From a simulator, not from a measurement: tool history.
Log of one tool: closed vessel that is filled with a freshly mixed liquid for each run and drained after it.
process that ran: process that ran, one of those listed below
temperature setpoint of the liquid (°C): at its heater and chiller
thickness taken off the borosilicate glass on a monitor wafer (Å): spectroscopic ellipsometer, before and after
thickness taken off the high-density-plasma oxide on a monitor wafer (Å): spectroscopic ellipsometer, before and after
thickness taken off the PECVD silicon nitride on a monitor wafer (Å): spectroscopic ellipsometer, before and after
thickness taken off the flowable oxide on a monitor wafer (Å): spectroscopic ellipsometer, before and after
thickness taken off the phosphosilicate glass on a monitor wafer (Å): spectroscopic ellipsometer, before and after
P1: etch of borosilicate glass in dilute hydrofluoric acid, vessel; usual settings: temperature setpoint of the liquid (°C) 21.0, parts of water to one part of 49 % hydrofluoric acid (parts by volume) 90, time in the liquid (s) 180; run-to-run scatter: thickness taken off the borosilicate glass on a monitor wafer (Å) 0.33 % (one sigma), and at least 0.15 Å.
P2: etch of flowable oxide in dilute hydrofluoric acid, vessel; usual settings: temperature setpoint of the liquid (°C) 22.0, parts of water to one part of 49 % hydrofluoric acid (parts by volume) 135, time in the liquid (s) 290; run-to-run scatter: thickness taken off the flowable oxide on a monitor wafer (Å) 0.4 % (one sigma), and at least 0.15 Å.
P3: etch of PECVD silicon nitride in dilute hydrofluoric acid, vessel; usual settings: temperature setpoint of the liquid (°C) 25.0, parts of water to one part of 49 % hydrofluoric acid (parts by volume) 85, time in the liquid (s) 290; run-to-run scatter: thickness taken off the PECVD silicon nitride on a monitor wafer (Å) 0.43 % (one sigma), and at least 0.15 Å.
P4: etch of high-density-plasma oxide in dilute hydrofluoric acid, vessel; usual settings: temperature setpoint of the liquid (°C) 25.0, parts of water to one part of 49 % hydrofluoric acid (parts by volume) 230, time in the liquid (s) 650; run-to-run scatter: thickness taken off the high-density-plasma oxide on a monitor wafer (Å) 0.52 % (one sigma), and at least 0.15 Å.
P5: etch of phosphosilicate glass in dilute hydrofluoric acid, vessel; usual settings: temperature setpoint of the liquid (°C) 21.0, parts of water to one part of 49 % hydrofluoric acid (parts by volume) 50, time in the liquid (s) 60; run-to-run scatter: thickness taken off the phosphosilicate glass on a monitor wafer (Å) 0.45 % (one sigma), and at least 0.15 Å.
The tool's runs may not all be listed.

run,hour,process that ran,temperature setpoint of the liquid (°C),parts of water to one part of 49 % hydrofluoric acid (parts by volume),time in the liquid (s),hours since the thermometer was replaced,hours since the hydrofluoric acid flow meter was replaced,thickness taken off the borosilicate glass on a monitor wafer (Å),thickness taken off the high-density-plasma oxide on a monitor wafer (Å),thickness taken off the PECVD silicon nitride on a monitor wafer (Å),thickness taken off the flowable oxide on a monitor wafer (Å),thickness taken off the phosphosilicate glass on a monitor wafer (Å)
1,10.3,P1,21.0,90,180,101.6,163.2,458.380,,,,
2,25.3,P1,17.0,125,180,116.6,178.2,271.080,,,,
3,33.0,P4,25.0,50,650,124.3,185.9,,867.32,,,
4,43.7,P4,25.0,230,650,135.0,196.6,,154.31,,,
5,58.3,P4,19.5,230,650,149.6,211.2,,125.86,,,
6,73.0,P3,25.0,85,290,164.3,225.9,,,115.590,,
7,89.4,P1,21.0,90,180,180.7,242.3,460.150,,,,
8,102.9,P2,30.5,135,290,194.2,255.8,,,,599.720,
9,112.4,P1,21.0,90,30,203.7,265.3,76.486,,,,
10,129.0,P1,21.0,35,180,220.3,281.9,1263.900,,,,
11,139.0,P1,17.0,90,180,230.3,291.9,389.270,,,,
12,151.3,P1,21.0,90,180,242.6,304.2,458.770,,,,
13,160.4,P1,21.0,165,180,251.7,313.3,230.630,,,,
14,177.1,P5,21.0,50,110,268.4,330.0,,,,,3428.3
15,193.0,P3,17.0,85,290,284.3,345.9,,,67.033,,
16,206.3,P5,21.0,50,60,297.6,359.2,,,,,1871.3
17,215.5,P3,25.0,85,290,306.8,368.4,,,115.770,,
18,230.8,P4,25.0,230,1075,322.1,383.7,,253.97,,,
19,241.1,P1,28.5,40,180,332.4,394.0,1491.300,,,,
20,253.4,P1,21.0,90,365,344.7,406.3,927.940,,,,
21,263.3,P5,17.0,50,60,354.6,416.2,,,,,1560.8
22,275.7,P5,21.0,85,60,367.0,428.6,,,,,1042.8
23,287.6,P1,17.0,30,180,378.9,440.5,1247.700,,,,
24,302.8,P3,25.0,85,555,394.1,455.7,,,218.560,,
25,311.2,P2,22.0,135,290,402.5,464.1,,,,432.580,
26,324.6,P1,27.5,90,180,415.9,477.5,597.610,,,,
27,332.2,P3,25.0,145,290,423.5,485.1,,,67.603,,
28,339.4,P2,22.0,65,290,430.7,492.3,,,,969.830,
29,352.4,P1,21.0,90,180,443.7,505.3,460.810,,,,
30,363.7,P5,21.0,50,60,455.0,516.6,,,,,1852.8
31,376.1,P2,22.0,135,50,467.4,529.0,,,,74.308,
32,386.5,P1,21.0,90,180,477.8,539.4,459.140,,,,
33,393.9,P1,21.0,90,180,485.2,546.8,471.800,,,,
34,401.7,P1,21.0,90,180,493.0,554.6,479.560,,,,
35,412.6,P1,21.0,90,180,503.9,565.5,487.710,,,,
36,426.4,P1,21.0,90,180,517.7,579.3,491.670,,,,
37,438.6,P1,21.0,90,180,529.9,591.5,492.080,,,,
38,448.0,P1,21.0,90,180,539.3,600.9,491.590,,,,

What P1 gives has crept away from where it was. These 2 causes fit the log equally well, each at the size given:
A: liquid hotter than its thermometer reads (K) = 1.74
B: hydrofluoric acid flow above the setpoint (%) = 6.6
The creep began at about hour 386.5.

4 check runs are offered, one wafer each, their results left as question marks. Which one tells the causes apart?
check 1,457.4,P3,25.0,110,535,,,,,?,,
check 2,457.4,P2,30.0,90,290,,,,,,?,
check 3,457.4,P5,17.0,75,60,,,,,,,?
check 4,457.4,P4,25.0,155,1030,,,,?,,,

What each check would give under each cause:
check,result,if A,if B
check 1,thickness taken off the PECVD silicon nitride on a monitor wafer (Å),184.510,175.670
check 2,thickness taken off the flowable oxide on a monitor wafer (Å),997.210,1003.800
check 3,thickness taken off the phosphosilicate glass on a monitor wafer (Å),1095.0,1089.4
check 4,thickness taken off the high-density-plasma oxide on a monitor wafer (Å),419.97,424.25
How far apart the two closest causes lie, in the result that separates them most: check 1 4.91 %; check 2 0.66 %; check 3 0.51 %; check 4 1.01 %
Only check 1 tells the causes apart: in the others they would give nearly the same result.

Check 1 was then run and gave: thickness taken off the PECVD silicon nitride on a monitor wafer (Å) 175.040. Which cause is it?

It is B: hydrofluoric acid flow above the setpoint (%).
